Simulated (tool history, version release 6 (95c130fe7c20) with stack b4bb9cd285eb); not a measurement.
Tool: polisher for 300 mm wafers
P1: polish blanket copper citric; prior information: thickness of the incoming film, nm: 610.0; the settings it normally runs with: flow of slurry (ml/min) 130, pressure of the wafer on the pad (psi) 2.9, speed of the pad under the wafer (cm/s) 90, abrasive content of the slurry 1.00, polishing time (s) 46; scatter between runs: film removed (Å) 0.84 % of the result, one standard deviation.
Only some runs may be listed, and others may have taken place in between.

run,hour,flow of slurry (ml/min),pressure of the wafer on the pad (psi),speed of the pad under the wafer (cm/s),abrasive content of the slurry,polishing time (s),wafers polished on this pad,hours since the slurry nozzle was cleaned,hours since the head pressure was calibrated,hours since the slurry blender was calibrated,film removed (Å)
1,10.7,130,2.9,90,1.00,46,771,252.3,996.6,111.9,792.53
2,21.5,130,4.3,90,1.00,46,914,263.1,1007.4,122.7,1157.00
3,36.0,130,2.9,90,0.65,46,1106,277.6,1021.9,137.2,725.15
4,47.6,130,2.9,90,1.00,46,1259,289.2,1033.5,148.8,805.83
5,55.1,130,2.9,90,1.00,46,1359,296.7,1041.0,156.3,792.36
6,66.5,130,1.4,90,1.00,46,1509,308.1,1052.4,167.7,396.07
7,77.1,130,2.9,90,1.40,46,1650,318.7,1063.0,178.3,857.74
8,91.9,130,2.9,90,1.00,46,1845,333.5,1077.8,193.1,788.81
# hour 97.3: slurry blender recalibrated
9,102.5,130,2.9,60,1.00,46,1985,344.1,1088.4,5.3,534.80
10,114.1,130,2.9,90,1.00,62,2139,355.7,1100.0,16.9,1049.40
11,123.5,185,2.9,90,1.00,46,2263,365.1,1109.4,26.3,836.76
12,135.0,130,2.9,90,1.00,46,2415,376.6,1120.9,37.8,796.67
13,144.5,130,2.9,90,1.00,46,2541,386.1,1130.4,47.3,794.41

Forecast run 14:
14,161.7,80,2.9,90,1.00,46,2768,403.3,1147.6,64.5,?

{"run 14": {"film removed (Å)": 703.79}}

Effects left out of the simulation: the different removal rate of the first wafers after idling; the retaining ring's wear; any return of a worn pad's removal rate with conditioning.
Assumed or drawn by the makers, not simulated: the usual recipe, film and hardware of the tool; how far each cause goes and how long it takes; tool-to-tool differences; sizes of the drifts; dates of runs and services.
